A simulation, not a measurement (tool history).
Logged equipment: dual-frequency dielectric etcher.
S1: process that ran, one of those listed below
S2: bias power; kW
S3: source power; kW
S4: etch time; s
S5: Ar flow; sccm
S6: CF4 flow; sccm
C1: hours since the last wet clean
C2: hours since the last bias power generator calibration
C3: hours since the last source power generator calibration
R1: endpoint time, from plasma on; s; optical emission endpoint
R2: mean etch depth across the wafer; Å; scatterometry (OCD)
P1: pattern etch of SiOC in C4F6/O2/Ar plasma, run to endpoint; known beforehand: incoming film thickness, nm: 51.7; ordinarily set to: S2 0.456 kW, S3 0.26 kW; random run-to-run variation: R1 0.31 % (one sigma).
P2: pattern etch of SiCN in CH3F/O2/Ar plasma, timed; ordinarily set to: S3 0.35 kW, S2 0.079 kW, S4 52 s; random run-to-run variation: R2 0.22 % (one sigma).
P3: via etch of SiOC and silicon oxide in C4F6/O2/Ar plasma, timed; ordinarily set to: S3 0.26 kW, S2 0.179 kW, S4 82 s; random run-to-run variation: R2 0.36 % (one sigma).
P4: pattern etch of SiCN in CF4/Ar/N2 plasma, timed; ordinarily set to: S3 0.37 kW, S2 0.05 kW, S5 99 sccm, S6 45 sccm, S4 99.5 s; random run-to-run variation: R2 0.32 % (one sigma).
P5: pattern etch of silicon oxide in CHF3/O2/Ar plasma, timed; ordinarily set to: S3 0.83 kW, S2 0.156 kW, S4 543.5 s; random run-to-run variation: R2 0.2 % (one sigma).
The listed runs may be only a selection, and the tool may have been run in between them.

run 1 hour=7.5 | S1=P1 S2=0.456 S3=0.26 | C1=181 C2=1015.2 C3=1276.9 | R1=21.273
run 2 hour=14.3 | S1=P5 S2=0.156 S3=0.83 S4=794.5 | C1=187.8 C2=1022 C3=1283.7 | R2=16714
run 3 hour=19 | S1=P4 S2=0.04 S3=0.37 S4=99.5 S5=99 S6=45 | C1=192.5 C2=1026.7 C3=1288.4 | R2=546.38
run 4 hour=26.6 | S1=P1 S2=0.456 S3=0.26 | C1=200.1 C2=1034.3 C3=1296 | R1=21.401
run 5 hour=33.6 | S1=P5 S2=0.156 S3=0.62 S4=543.5 | C1=207.1 C2=1041.3 C3=1303 | R2=10244
run 6 hour=40.3 | S1=P2 S2=0.056 S3=0.35 S4=52 | C1=213.8 C2=1048 C3=1309.7 | R2=170.51
run 7 hour=46.6 | S1=P3 S2=0.179 S3=0.26 S4=48 | C1=220.1 C2=1054.3 C3=1316 | R2=449.58
run 8 hour=52.6 | S1=P3 S2=0.134 S3=0.26 S4=82 | C1=226.1 C2=1060.3 C3=1322 | R2=696.99
run 9 hour=57.2 | S1=P4 S2=0.05 S3=0.37 S4=99.5 S5=99 S6=45 | C1=230.7 C2=1064.9 C3=1326.6 | R2=598.31
run 10 hour=62.2 | S1=P1 S2=0.456 S3=0.26 | C1=235.7 C2=1069.9 C3=1331.6 | R1=21.393
run 11 hour=67.7 | S1=P1 S2=0.456 S3=0.26 | C1=241.2 C2=1075.4 C3=1337.1 | R1=21.21
-- hour=70.9 wet clean of the chamber
run 12 hour=74.1 | S1=P3 S2=0.179 S3=0.35 S4=82 | C1=3.2 C2=1081.8 C3=1343.5 | R2=856.86
run 13 hour=80.7 | S1=P5 S2=0.188 S3=0.83 S4=543.5 | C1=9.8 C2=1088.4 C3=1350.1 | R2=12220
run 14 hour=88.6 | S1=P1 S2=0.456 S3=0.2 | C1=17.7 C2=1096.3 C3=1358 | R1=23.572
run 15 hour=94.1 | S1=P1 S2=0.601 S3=0.31 | C1=23.2 C2=1101.8 C3=1363.5 | R1=18.048
run 16 hour=101.1 | S1=P3 S2=0.179 S3=0.26 S4=82 | C1=30.2 C2=1108.8 C3=1370.5 | R2=770.28
run 17 hour=106.5 | S1=P5 S2=0.156 S3=0.83 S4=543.5 | C1=35.6 C2=1114.2 C3=1375.9 | R2=11448
run 18 hour=113.7 | S1=P4 S2=0.05 S3=0.51 S4=99.5 S5=99 S6=45 | C1=42.8 C2=1121.4 C3=1383.1 | R2=787.04
run 19 hour=120.4 | S1=P1 S2=0.456 S3=0.26 | C1=49.5 C2=1128.1 C3=1389.8 | R1=21.455
run 20 hour=127.9 | S1=P4 S2=0.05 S3=0.37 S4=99.5 S5=60 S6=45 | C1=57 C2=1135.6 C3=1397.3 | R2=646.7
run 21 hour=132.9 | S1=P5 S2=0.156 S3=0.83 S4=543.5 | C1=62 C2=1140.6 C3=1402.3 | R2=11446
run 22 hour=138.9 | S1=P1 S2=0.268 S3=0.26 | C1=68 C2=1146.6 C3=1408.3 | R1=25.881
run 23 hour=142.8 | S1=P1 S2=0.643 S3=0.26 | C1=71.9 C2=1150.5 C3=1412.2 | R1=18.652
run 24 hour=150.8 | S1=P2 S2=0.079 S3=0.35 S4=52 | C1=79.9 C2=1158.5 C3=1420.2 | R2=192.99
run 25 hour=159.1 | S1=P2 S2=0.079 S3=0.35 S4=66 | C1=88.2 C2=1166.8 C3=1428.5 | R2=244.36
run 26 hour=164.4 | S1=P2 S2=0.079 S3=0.45 S4=52 | C1=93.5 C2=1172.1 C3=1433.8 | R2=211.58
run 27 hour=169.6 | S1=P1 S2=0.456 S3=0.34 | C1=98.7 C2=1177.3 C3=1439 | R1=19.369
run 28 hour=173.5 | S1=P4 S2=0.05 S3=0.37 S4=99.5 S5=99 S6=27 | C1=102.6 C2=1181.2 C3=1442.9 | R2=540.52
run 29 hour=178.9 | S1=P1 S2=0.456 S3=0.26 | C1=108 C2=1186.6 C3=1448.3 | R1=21.404
run 30 hour=182.8 | S1=P4 S2=0.05 S3=0.37 S4=131.5 S5=99 S6=45 | C1=111.9 C2=1190.5 C3=1452.2 | R2=789.87
run 31 hour=188.4 | S1=P1 S2=0.456 S3=0.26 | C1=117.5 C2=1196.1 C3=1457.8 | R1=21.372
run 32 hour=195.9 | S1=P1 S2=0.456 S3=0.26 | C1=125 C2=1203.6 C3=1465.3 | R1=21.204
run 33 hour=203.8 | S1=P1 S2=0.456 S3=0.26 | C1=132.9 C2=1211.5 C3=1473.2 | R1=21.125
run 34 hour=208.5 | S1=P1 S2=0.456 S3=0.26 | C1=137.6 C2=1216.2 C3=1477.9 | R1=21.12
run 35 hour=213 | S1=P1 S2=0.456 S3=0.26 | C1=142.1 C2=1220.7 C3=1482.4 | R1=21.147
run 36 hour=220.4 | S1=P1 S2=0.456 S3=0.26 | C1=149.5 C2=1228.1 C3=1489.8 | R1=21.12
-- hour=221.3 wet clean of the chamber
run 37 hour=225.6 | S1=P1 S2=0.456 S3=0.26 | C1=4.3 C2=1233.3 C3=1495 | R1=21.023
run 38 hour=232.5 | S1=P1 S2=0.456 S3=0.26 | C1=11.2 C2=1240.2 C3=1501.9 | R1=20.898
run 39 hour=239 | S1=P1 S2=0.456 S3=0.26 | C1=17.7 C2=1246.7 C3=1508.4 | R1=21.131

P1 no longer gives what it gave before; its output has crept away from where it was. The following 2 causes, each at its listed size, fit the log equally well:
A: source power that arrives over what is set, % = 4.48
B: bias power that arrives over what is set, % = 4.37
Onset of the creep was near hour 188.4.
What rules out each remaining cause:
chamber walls in a state that raises the etch rate, %: work on it at hour 221.3, done after the drift set in, did not restore what the process gave before

Question marks stand in for the results of the 4 check runs listed below, each run on one wafer. Under which run would the listed causes show clearly different results?
run check 1 hour=245.5 | S1=P3 S2=0.179 S3=0.26 S4=82 | R2=?
run check 2 hour=245.5 | S1=P5 S2=0.156 S3=0.83 S4=543.5 | R2=?
run check 3 hour=245.5 | S1=P2 S2=0.079 S3=0.35 S4=52 | R2=?
run check 4 hour=245.5 | S1=P4 S2=0.05 S3=0.37 S4=99.5 S5=99 S6=45 | R2=?

How each check would come out, cause by cause:
check=check_1 result=R2 if_A=779.56 if_B=777.53
check=check_2 result=R2 if_A=11661 if_B=11622
check=check_3 result=R2 if_A=195.96 if_B=195.82
check=check_4 result=R2 if_A=618.08 if_B=603.79
Separation of the two closest causes in each check, using whichever result separates them best: check 1 0.26 %; check 2 0.34 %; check 3 0.07 %; check 4 2.34 %
Only check 4 tells the causes apart: in the others they would give nearly the same result.

Check 4 has now been run. It gave: R2 605.09 Å. Which of the candidate causes is it?

The correct cause is B, namely: bias power that arrives over what is set, %.

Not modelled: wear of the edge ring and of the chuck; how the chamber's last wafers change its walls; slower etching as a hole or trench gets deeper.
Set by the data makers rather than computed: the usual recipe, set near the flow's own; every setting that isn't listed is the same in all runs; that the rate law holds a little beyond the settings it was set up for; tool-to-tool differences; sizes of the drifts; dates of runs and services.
